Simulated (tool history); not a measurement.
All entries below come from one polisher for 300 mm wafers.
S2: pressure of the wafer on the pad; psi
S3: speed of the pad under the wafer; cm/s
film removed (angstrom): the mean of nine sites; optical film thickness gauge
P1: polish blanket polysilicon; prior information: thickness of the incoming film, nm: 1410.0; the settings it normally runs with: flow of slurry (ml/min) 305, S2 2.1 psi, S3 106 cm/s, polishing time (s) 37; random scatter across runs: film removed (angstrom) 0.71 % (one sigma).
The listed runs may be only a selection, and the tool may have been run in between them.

{"run": 1, "hour": 5.6, "flow of slurry (ml/min)": 305, "S2": 2.1, "S3": 106, "polishing time (s)": 37, "film removed (angstrom)": 2065.1}
{"run": 2, "hour": 11.2, "flow of slurry (ml/min)": 305, "S2": 2.1, "S3": 106, "polishing time (s)": 37, "film removed (angstrom)": 2067.9}
{"hour": 14.9, "done": "slurry nozzle cleaned"}
{"run": 3, "hour": 16.8, "flow of slurry (ml/min)": 305, "S2": 1.3, "S3": 106, "polishing time (s)": 56, "film removed (angstrom)": 1922.5}
{"run": 4, "hour": 20.3, "flow of slurry (ml/min)": 305, "S2": 2.1, "S3": 106, "polishing time (s)": 37, "film removed (angstrom)": 2068.5}
{"run": 5, "hour": 26.3, "flow of slurry (ml/min)": 305, "S2": 3.2, "S3": 106, "polishing time (s)": 37, "film removed (angstrom)": 3121.7}
{"run": 6, "hour": 30.7, "flow of slurry (ml/min)": 305, "S2": 1.4, "S3": 136, "polishing time (s)": 37, "film removed (angstrom)": 1756.9}
{"run": 7, "hour": 34.1, "flow of slurry (ml/min)": 305, "S2": 2.1, "S3": 106, "polishing time (s)": 17, "film removed (angstrom)": 950.1}
{"run": 8, "hour": 37.0, "flow of slurry (ml/min)": 305, "S2": 2.1, "S3": 166, "polishing time (s)": 37, "film removed (angstrom)": 3229.0}
{"run": 9, "hour": 41.8, "flow of slurry (ml/min)": 305, "S2": 2.1, "S3": 106, "polishing time (s)": 37, "film removed (angstrom)": 2034.1}
{"run": 10, "hour": 45.2, "flow of slurry (ml/min)": 305, "S2": 2.1, "S3": 78, "polishing time (s)": 37, "film removed (angstrom)": 1526.2}
{"hour": 46.6, "done": "head pressure recalibrated"}
{"run": 11, "hour": 49.6, "flow of slurry (ml/min)": 305, "S2": 2.1, "S3": 106, "polishing time (s)": 37, "film removed (angstrom)": 2094.6}
{"run": 12, "hour": 54.5, "flow of slurry (ml/min)": 305, "S2": 2.1, "S3": 106, "polishing time (s)": 53, "film removed (angstrom)": 2940.5}
{"run": 13, "hour": 57.7, "flow of slurry (ml/min)": 305, "S2": 2.1, "S3": 106, "polishing time (s)": 37, "film removed (angstrom)": 2063.2}
{"run": 14, "hour": 63.7, "flow of slurry (ml/min)": 185, "S2": 2.1, "S3": 106, "polishing time (s)": 37, "film removed (angstrom)": 1966.7}
{"run": 15, "hour": 68.7, "flow of slurry (ml/min)": 305, "S2": 1.0, "S3": 106, "polishing time (s)": 37, "film removed (angstrom)": 978.54}
{"run": 16, "hour": 72.5, "flow of slurry (ml/min)": 305, "S2": 2.1, "S3": 106, "polishing time (s)": 37, "film removed (angstrom)": 2046.0}

Run 17, settings as shown, results not yet in. Your forecast:
{"run": 17, "hour": 77.7, "flow of slurry (ml/min)": 305, "S2": 2.1, "S3": 138, "polishing time (s)": 55, "film removed (angstrom)": "?"}

{"run 17": {"film removed (angstrom)": 4006.8}}

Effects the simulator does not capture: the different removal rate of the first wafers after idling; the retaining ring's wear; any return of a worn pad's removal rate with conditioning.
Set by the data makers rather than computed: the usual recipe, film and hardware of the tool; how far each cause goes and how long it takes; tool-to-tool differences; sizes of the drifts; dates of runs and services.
